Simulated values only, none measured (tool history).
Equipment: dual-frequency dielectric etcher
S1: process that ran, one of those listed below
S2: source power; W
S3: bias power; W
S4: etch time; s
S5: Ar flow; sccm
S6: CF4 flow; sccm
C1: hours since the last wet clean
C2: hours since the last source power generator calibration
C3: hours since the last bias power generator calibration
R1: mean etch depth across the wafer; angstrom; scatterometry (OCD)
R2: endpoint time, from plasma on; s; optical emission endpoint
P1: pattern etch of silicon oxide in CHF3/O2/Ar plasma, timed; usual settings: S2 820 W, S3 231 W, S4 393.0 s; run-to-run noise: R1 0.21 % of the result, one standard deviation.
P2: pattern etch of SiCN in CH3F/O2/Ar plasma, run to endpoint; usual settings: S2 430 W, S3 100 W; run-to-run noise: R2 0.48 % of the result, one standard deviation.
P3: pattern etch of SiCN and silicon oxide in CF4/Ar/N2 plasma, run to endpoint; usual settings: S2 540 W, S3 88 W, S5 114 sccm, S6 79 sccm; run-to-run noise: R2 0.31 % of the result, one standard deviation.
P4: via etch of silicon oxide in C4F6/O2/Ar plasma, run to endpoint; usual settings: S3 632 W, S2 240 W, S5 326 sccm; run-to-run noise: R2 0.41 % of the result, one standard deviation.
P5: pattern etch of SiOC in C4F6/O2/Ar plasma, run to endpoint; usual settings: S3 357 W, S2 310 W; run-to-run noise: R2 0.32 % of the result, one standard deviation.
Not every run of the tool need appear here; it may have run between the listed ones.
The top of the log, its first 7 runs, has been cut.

run,day,S1,S2,S3,S4,S5,S6,C1,C2,C3,R1,R2
8,4.650,P1,820,150,393.0,,,305.0,846.5,2871.5,8421.6,
9,5.258,P1,1050,231,393.0,,,319.6,861.1,2886.1,10697.0,
10,5.808,P3,540,88,,67,79,332.8,874.3,2899.3,,12.177
11,6.342,P5,310,357,,,,345.6,887.1,2912.1,,20.002
12,6.896,P1,820,277,393.0,,,358.9,900.4,2925.4,10324.0,
13,7.217,P1,820,231,540.0,,,366.6,908.1,2933.1,13316.0,
14,7.571,P5,310,252,,,,375.1,916.6,2941.6,,22.716
15,7.983,P2,430,100,,,,385.0,926.5,2951.5,,14.244
16,8.304,P4,240,375,,326,,392.7,934.2,2959.2,,39.929
17,8.712,P1,820,296,578.0,,,402.5,944.0,2969.0,15561.0,
18,9.354,P1,600,151,393.0,,,417.9,959.4,2984.4,7455.8,
19,9.696,P2,560,100,,,,426.1,967.6,2992.6,,12.903
20,10.017,P3,540,88,,114,52,433.8,975.3,3000.3,,13.856
21,10.517,P1,820,231,393.0,,,445.8,987.3,3012.3,9713.4,
22,11.242,P1,820,145,281.5,,,463.2,1004.7,3029.7,5938.7,
23,11.650,P4,240,632,,326,,473.0,1014.5,3039.5,,32.428
24,12.067,P3,540,61,,114,79,483.0,1024.5,3049.5,,14.787
25,12.533,P2,430,139,,,,494.2,1035.7,3060.7,,12.427
26,12.988,P3,540,88,,114,79,505.1,1046.6,3071.6,,13.116
27,13.579,P2,430,100,,,,519.3,1060.8,3085.8,,14.160

Predict the results of run 28:
28,14.000,P3,540,88,,114,79,529.4,1070.9,3095.9,,?

R2: 13.002 s
